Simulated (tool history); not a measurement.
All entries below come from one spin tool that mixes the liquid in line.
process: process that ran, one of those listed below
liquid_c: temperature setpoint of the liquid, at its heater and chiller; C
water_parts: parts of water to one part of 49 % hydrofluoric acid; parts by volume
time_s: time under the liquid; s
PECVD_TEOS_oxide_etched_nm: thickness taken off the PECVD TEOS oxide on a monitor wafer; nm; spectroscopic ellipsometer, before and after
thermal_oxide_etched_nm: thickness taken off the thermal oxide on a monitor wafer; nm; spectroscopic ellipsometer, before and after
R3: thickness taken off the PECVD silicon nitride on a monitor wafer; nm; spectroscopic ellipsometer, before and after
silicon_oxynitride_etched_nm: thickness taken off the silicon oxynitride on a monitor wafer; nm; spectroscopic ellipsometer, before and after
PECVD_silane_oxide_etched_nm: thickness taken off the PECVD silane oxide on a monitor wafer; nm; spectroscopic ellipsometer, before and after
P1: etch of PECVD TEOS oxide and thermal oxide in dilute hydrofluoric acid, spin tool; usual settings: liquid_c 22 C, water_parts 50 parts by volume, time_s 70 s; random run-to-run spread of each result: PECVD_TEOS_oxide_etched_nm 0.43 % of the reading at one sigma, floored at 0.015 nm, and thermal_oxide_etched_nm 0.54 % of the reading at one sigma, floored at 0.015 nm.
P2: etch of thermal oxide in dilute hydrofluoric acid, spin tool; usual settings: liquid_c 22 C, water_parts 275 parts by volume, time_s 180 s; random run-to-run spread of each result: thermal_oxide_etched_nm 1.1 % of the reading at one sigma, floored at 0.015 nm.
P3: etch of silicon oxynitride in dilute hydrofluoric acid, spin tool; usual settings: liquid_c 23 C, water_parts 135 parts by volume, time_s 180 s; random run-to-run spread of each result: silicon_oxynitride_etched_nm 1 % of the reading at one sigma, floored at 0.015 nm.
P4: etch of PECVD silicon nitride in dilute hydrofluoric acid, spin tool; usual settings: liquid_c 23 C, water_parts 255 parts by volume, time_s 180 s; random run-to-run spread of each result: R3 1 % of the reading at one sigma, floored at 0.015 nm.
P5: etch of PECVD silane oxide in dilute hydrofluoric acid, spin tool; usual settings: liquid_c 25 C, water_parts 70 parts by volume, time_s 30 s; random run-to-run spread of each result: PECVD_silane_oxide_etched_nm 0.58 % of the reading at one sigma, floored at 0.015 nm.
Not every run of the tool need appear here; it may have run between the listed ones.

{"run": 1, "day": 0.362, "process": "P1", "liquid_c": 22, "water_parts": 50, "time_s": 70, "PECVD_TEOS_oxide_etched_nm": 24.111, "thermal_oxide_etched_nm": 6.5444}
{"run": 2, "day": 0.671, "process": "P4", "liquid_c": 23, "water_parts": 255, "time_s": 360, "R3": 5.2015}
{"run": 3, "day": 0.875, "process": "P3", "liquid_c": 23, "water_parts": 135, "time_s": 20, "silicon_oxynitride_etched_nm": 0.27417}
{"day": 0.967, "done": "thermometer replaced"}
{"run": 4, "day": 1.15, "process": "P5", "liquid_c": 25, "water_parts": 45, "time_s": 30, "PECVD_silane_oxide_etched_nm": 12.472}
{"run": 5, "day": 1.446, "process": "P3", "liquid_c": 23, "water_parts": 135, "time_s": 180, "silicon_oxynitride_etched_nm": 2.4301}
{"run": 6, "day": 1.692, "process": "P1", "liquid_c": 22, "water_parts": 50, "time_s": 25, "PECVD_TEOS_oxide_etched_nm": 8.6253, "thermal_oxide_etched_nm": 2.3434}
{"run": 7, "day": 1.954, "process": "P5", "liquid_c": 25, "water_parts": 70, "time_s": 15, "PECVD_silane_oxide_etched_nm": 3.8372}
{"run": 8, "day": 2.154, "process": "P1", "liquid_c": 22, "water_parts": 50, "time_s": 70, "PECVD_TEOS_oxide_etched_nm": 24.213, "thermal_oxide_etched_nm": 6.5508}
{"run": 9, "day": 2.338, "process": "P4", "liquid_c": 23, "water_parts": 255, "time_s": 180, "R3": 2.5938}
{"run": 10, "day": 2.542, "process": "P4", "liquid_c": 23, "water_parts": 255, "time_s": 180, "R3": 2.6285}
{"run": 11, "day": 2.788, "process": "P3", "liquid_c": 23, "water_parts": 135, "time_s": 180, "silicon_oxynitride_etched_nm": 2.459}
{"run": 12, "day": 2.979, "process": "P2", "liquid_c": 22, "water_parts": 275, "time_s": 325, "thermal_oxide_etched_nm": 4.3393}
{"run": 13, "day": 3.179, "process": "P3", "liquid_c": 30.5, "water_parts": 135, "time_s": 180, "silicon_oxynitride_etched_nm": 3.4769}
{"run": 14, "day": 3.508, "process": "P4", "liquid_c": 23, "water_parts": 115, "time_s": 180, "R3": 5.7242}
{"run": 15, "day": 3.779, "process": "P1", "liquid_c": 22, "water_parts": 50, "time_s": 70, "PECVD_TEOS_oxide_etched_nm": 24.138, "thermal_oxide_etched_nm": 6.5925}
{"run": 16, "day": 4.133, "process": "P1", "liquid_c": 22, "water_parts": 50, "time_s": 110, "PECVD_TEOS_oxide_etched_nm": 38.011, "thermal_oxide_etched_nm": 10.374}
{"run": 17, "day": 4.421, "process": "P2", "liquid_c": 22, "water_parts": 275, "time_s": 180, "thermal_oxide_etched_nm": 2.4496}
{"run": 18, "day": 4.642, "process": "P1", "liquid_c": 22, "water_parts": 50, "time_s": 70, "PECVD_TEOS_oxide_etched_nm": 24.265, "thermal_oxide_etched_nm": 6.571}
{"run": 19, "day": 4.95, "process": "P2", "liquid_c": 18, "water_parts": 275, "time_s": 180, "thermal_oxide_etched_nm": 2.0643}
{"run": 20, "day": 5.208, "process": "P1", "liquid_c": 22, "water_parts": 50, "time_s": 70, "PECVD_TEOS_oxide_etched_nm": 24.225, "thermal_oxide_etched_nm": 6.6896}
{"run": 21, "day": 5.529, "process": "P1", "liquid_c": 22, "water_parts": 20, "time_s": 70, "PECVD_TEOS_oxide_etched_nm": 62.551, "thermal_oxide_etched_nm": 17.236}
{"run": 22, "day": 5.879, "process": "P1", "liquid_c": 22, "water_parts": 75, "time_s": 70, "PECVD_TEOS_oxide_etched_nm": 15.574, "thermal_oxide_etched_nm": 4.2681}
{"run": 23, "day": 6.092, "process": "P1", "liquid_c": 22, "water_parts": 50, "time_s": 70, "PECVD_TEOS_oxide_etched_nm": 24.178, "thermal_oxide_etched_nm": 6.6294}
{"run": 24, "day": 6.417, "process": "P5", "liquid_c": 21, "water_parts": 70, "time_s": 30, "PECVD_silane_oxide_etched_nm": 6.4927}
{"day": 6.579, "done": "hydrofluoric acid flow meter replaced"}
{"run": 25, "day": 6.621, "process": "P1", "liquid_c": 27.5, "water_parts": 50, "time_s": 70, "PECVD_TEOS_oxide_etched_nm": 30.175, "thermal_oxide_etched_nm": 8.2473}
{"run": 26, "day": 6.912, "process": "P3", "liquid_c": 23, "water_parts": 20, "time_s": 180, "silicon_oxynitride_etched_nm": 17.916}
{"run": 27, "day": 7.192, "process": "P5", "liquid_c": 25, "water_parts": 70, "time_s": 30, "PECVD_silane_oxide_etched_nm": 7.7322}
{"run": 28, "day": 7.446, "process": "P2", "liquid_c": 22, "water_parts": 80, "time_s": 180, "thermal_oxide_etched_nm": 10.223}
{"run": 29, "day": 7.8, "process": "P4", "liquid_c": 17, "water_parts": 255, "time_s": 180, "R3": 1.7527}
{"run": 30, "day": 7.979, "process": "P1", "liquid_c": 17, "water_parts": 50, "time_s": 35, "PECVD_TEOS_oxide_etched_nm": 9.757, "thermal_oxide_etched_nm": 2.659}
{"run": 31, "day": 8.171, "process": "P1", "liquid_c": 22, "water_parts": 50, "time_s": 70, "PECVD_TEOS_oxide_etched_nm": 24.082, "thermal_oxide_etched_nm": 6.5724}
{"run": 32, "day": 8.533, "process": "P1", "liquid_c": 17.5, "water_parts": 50, "time_s": 70, "PECVD_TEOS_oxide_etched_nm": 19.852, "thermal_oxide_etched_nm": 5.3758}
{"run": 33, "day": 8.738, "process": "P1", "liquid_c": 22, "water_parts": 50, "time_s": 70, "PECVD_TEOS_oxide_etched_nm": 24.241, "thermal_oxide_etched_nm": 6.5252}
{"run": 34, "day": 9.042, "process": "P1", "liquid_c": 22, "water_parts": 50, "time_s": 70, "PECVD_TEOS_oxide_etched_nm": 24.786, "thermal_oxide_etched_nm": 6.8877}
{"run": 35, "day": 9.333, "process": "P1", "liquid_c": 22, "water_parts": 50, "time_s": 70, "PECVD_TEOS_oxide_etched_nm": 25.502, "thermal_oxide_etched_nm": 6.8635}
{"run": 36, "day": 9.492, "process": "P1", "liquid_c": 22, "water_parts": 50, "time_s": 70, "PECVD_TEOS_oxide_etched_nm": 25.604, "thermal_oxide_etched_nm": 6.9528}

Run 37 has not been measured yet. What should we expect?
{"run": 37, "day": 9.85, "process": "P1", "liquid_c": 22, "water_parts": 50, "time_s": 70, "PECVD_TEOS_oxide_etched_nm": "?", "thermal_oxide_etched_nm": "?"}

{"run 37": {"PECVD_TEOS_oxide_etched_nm": 25.619, "thermal_oxide_etched_nm": 6.9892}}

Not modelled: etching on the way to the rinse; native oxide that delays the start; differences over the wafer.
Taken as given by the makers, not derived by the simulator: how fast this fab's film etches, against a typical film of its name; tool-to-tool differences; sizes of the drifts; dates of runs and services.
